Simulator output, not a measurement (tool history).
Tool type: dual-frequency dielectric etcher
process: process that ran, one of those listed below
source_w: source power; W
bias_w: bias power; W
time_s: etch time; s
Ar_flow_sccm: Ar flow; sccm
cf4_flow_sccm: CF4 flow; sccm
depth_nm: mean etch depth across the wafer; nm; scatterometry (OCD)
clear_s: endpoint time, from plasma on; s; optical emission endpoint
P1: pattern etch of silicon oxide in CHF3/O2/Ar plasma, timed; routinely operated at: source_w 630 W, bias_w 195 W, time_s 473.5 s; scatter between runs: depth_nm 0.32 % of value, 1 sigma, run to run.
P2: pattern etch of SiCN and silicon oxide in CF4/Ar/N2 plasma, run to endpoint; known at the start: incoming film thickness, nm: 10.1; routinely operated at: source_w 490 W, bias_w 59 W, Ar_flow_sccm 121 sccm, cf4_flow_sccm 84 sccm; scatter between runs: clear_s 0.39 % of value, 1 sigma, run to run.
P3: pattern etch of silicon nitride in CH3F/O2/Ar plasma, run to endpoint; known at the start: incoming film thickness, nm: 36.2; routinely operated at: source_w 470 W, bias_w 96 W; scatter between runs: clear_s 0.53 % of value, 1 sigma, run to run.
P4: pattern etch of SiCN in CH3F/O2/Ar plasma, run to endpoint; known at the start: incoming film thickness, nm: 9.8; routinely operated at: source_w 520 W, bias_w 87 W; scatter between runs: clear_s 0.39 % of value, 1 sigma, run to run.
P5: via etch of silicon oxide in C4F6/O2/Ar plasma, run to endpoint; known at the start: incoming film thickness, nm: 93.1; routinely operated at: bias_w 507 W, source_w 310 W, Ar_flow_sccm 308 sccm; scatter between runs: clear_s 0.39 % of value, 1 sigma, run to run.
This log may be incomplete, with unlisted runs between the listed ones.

run 1 hour=4.3 | process=P1 source_w=630 bias_w=195 time_s=473.5 | depth_nm=994.06
run 2 hour=13.0 | process=P1 source_w=630 bias_w=195 time_s=620.5 | depth_nm=1306.30
run 3 hour=19.3 | process=P5 source_w=310 bias_w=507 Ar_flow_sccm=308 | clear_s=22.3960
run 4 hour=25.5 | process=P1 source_w=630 bias_w=195 time_s=473.5 | depth_nm=995.99
run 5 hour=33.3 | process=P2 source_w=490 bias_w=59 Ar_flow_sccm=164 cf4_flow_sccm=84 | clear_s=12.5770
run 6 hour=41.7 | process=P2 source_w=490 bias_w=59 Ar_flow_sccm=121 cf4_flow_sccm=84 | clear_s=12.1020
run 7 hour=47.9 | process=P1 source_w=630 bias_w=195 time_s=315.0 | depth_nm=663.39
run 8 hour=56.2 | process=P2 source_w=490 bias_w=59 Ar_flow_sccm=121 cf4_flow_sccm=84 | clear_s=11.9520
run 9 hour=60.6 | process=P1 source_w=630 bias_w=150 time_s=473.5 | depth_nm=912.23
run 10 hour=65.5 | process=P4 source_w=520 bias_w=108 | clear_s=19.8690
run 11 hour=69.3 | process=P1 source_w=630 bias_w=246 time_s=473.5 | depth_nm=1074.00
run 12 hour=74.5 | process=P2 source_w=610 bias_w=59 Ar_flow_sccm=121 cf4_flow_sccm=84 | clear_s=9.8285
run 13 hour=79.5 | process=P1 source_w=630 bias_w=148 time_s=355.5 | depth_nm=678.61
run 14 hour=85.3 | process=P1 source_w=630 bias_w=195 time_s=473.5 | depth_nm=1000.40
run 15 hour=91.0 | process=P1 source_w=460 bias_w=195 time_s=473.5 | depth_nm=886.02
run 16 hour=98.2 | process=P3 source_w=470 bias_w=96 | clear_s=43.7740
run 17 hour=105.5 | process=P3 source_w=470 bias_w=96 | clear_s=44.0130
run 18 hour=112.0 | process=P2 source_w=490 bias_w=43 Ar_flow_sccm=121 cf4_flow_sccm=84 | clear_s=13.2500
run 19 hour=119.5 | process=P2 source_w=490 bias_w=59 Ar_flow_sccm=121 cf4_flow_sccm=57 | clear_s=12.8880
run 20 hour=125.1 | process=P4 source_w=520 bias_w=87 | clear_s=21.4270
run 21 hour=129.1 | process=P5 source_w=310 bias_w=507 Ar_flow_sccm=201 | clear_s=21.4560
run 22 hour=133.1 | process=P5 source_w=230 bias_w=507 Ar_flow_sccm=308 | clear_s=25.0480
run 23 hour=140.8 | process=P4 source_w=690 bias_w=87 | clear_s=19.1600
run 24 hour=146.3 | process=P3 source_w=610 bias_w=96 | clear_s=39.5330
run 25 hour=151.7 | process=P5 source_w=310 bias_w=366 Ar_flow_sccm=308 | clear_s=25.3380
run 26 hour=160.4 | process=P1 source_w=630 bias_w=195 time_s=473.5 | depth_nm=997.85
run 27 hour=164.4 | process=P1 source_w=500 bias_w=195 time_s=299.0 | depth_nm=577.79
run 28 hour=171.6 | process=P3 source_w=470 bias_w=118 | clear_s=40.5350
run 29 hour=178.0 | process=P1 source_w=890 bias_w=195 time_s=473.5 | depth_nm=1136.40
run 30 hour=183.8 | process=P1 source_w=630 bias_w=195 time_s=473.5 | depth_nm=999.44
run 31 hour=191.8 | process=P1 source_w=630 bias_w=195 time_s=473.5 | depth_nm=1006.10
run 32 hour=197.1 | process=P1 source_w=630 bias_w=195 time_s=473.5 | depth_nm=1009.30
-- hour=203.3 wet clean of the chamber
run 33 hour=205.4 | process=P1 source_w=630 bias_w=195 time_s=473.5 | depth_nm=1013.20
run 34 hour=213.5 | process=P1 source_w=630 bias_w=195 time_s=473.5 | depth_nm=1010.00
run 35 hour=219.7 | process=P1 source_w=630 bias_w=195 time_s=473.5 | depth_nm=1014.10
run 36 hour=225.5 | process=P1 source_w=630 bias_w=195 time_s=473.5 | depth_nm=1013.20
run 37 hour=229.5 | process=P1 source_w=630 bias_w=195 time_s=473.5 | depth_nm=1014.30
run 38 hour=238.2 | process=P1 source_w=630 bias_w=195 time_s=473.5 | depth_nm=1013.30

P1 has crept away from where it was. The log is fitted equally well by each of these 2 causes, at the sizes shown:
A: source power that arrives over what is set, % = 4.3
B: bias power that arrives over what is set, % = 4.8
The gradual shift began around hour 183.8.
Every other cause this tool's parts could produce, and why it does not fit the log:
chamber walls in a state that raises the etch rate, %: work on it at hour 203.3, done after the drift set in, did not restore what the process gave before

Which of the 4 check runs listed below, each an average over 2 wafers with its results shown as question marks, gives clearly different results under the different listed causes?
run check 1 hour=246.9 | process=P3 source_w=470 bias_w=96 | clear_s=?
run check 2 hour=246.9 | process=P2 source_w=490 bias_w=59 Ar_flow_sccm=121 cf4_flow_sccm=84 | clear_s=?
run check 3 hour=246.9 | process=P4 source_w=520 bias_w=87 | clear_s=?
run check 4 hour=246.9 | process=P5 source_w=310 bias_w=507 Ar_flow_sccm=308 | clear_s=?

What every check run would give for each of its results, assuming each possible cause in turn:
check=check_1 result=clear_s if_A=43.0480 if_B=42.9960
check=check_2 result=clear_s if_A=11.5790 if_B=11.8400
check=check_3 result=clear_s if_A=21.0940 if_B=21.0680
check=check_4 result=clear_s if_A=22.0860 if_B=22.0330
Per check, the gap between the least separated pair of causes, taken in the result that splits them most: check 1 0.12 %; check 2 2.23 %; check 3 0.13 %; check 4 0.24 %
Check 2 distinguishes between the causes, while the remaining checks would return nearly the same result for all of them.

Running check 2 produced the following: clear_s 11.5640 s. Which one of the listed causes fits?

Of the candidate causes, it is A: source power that arrives over what is set, %.

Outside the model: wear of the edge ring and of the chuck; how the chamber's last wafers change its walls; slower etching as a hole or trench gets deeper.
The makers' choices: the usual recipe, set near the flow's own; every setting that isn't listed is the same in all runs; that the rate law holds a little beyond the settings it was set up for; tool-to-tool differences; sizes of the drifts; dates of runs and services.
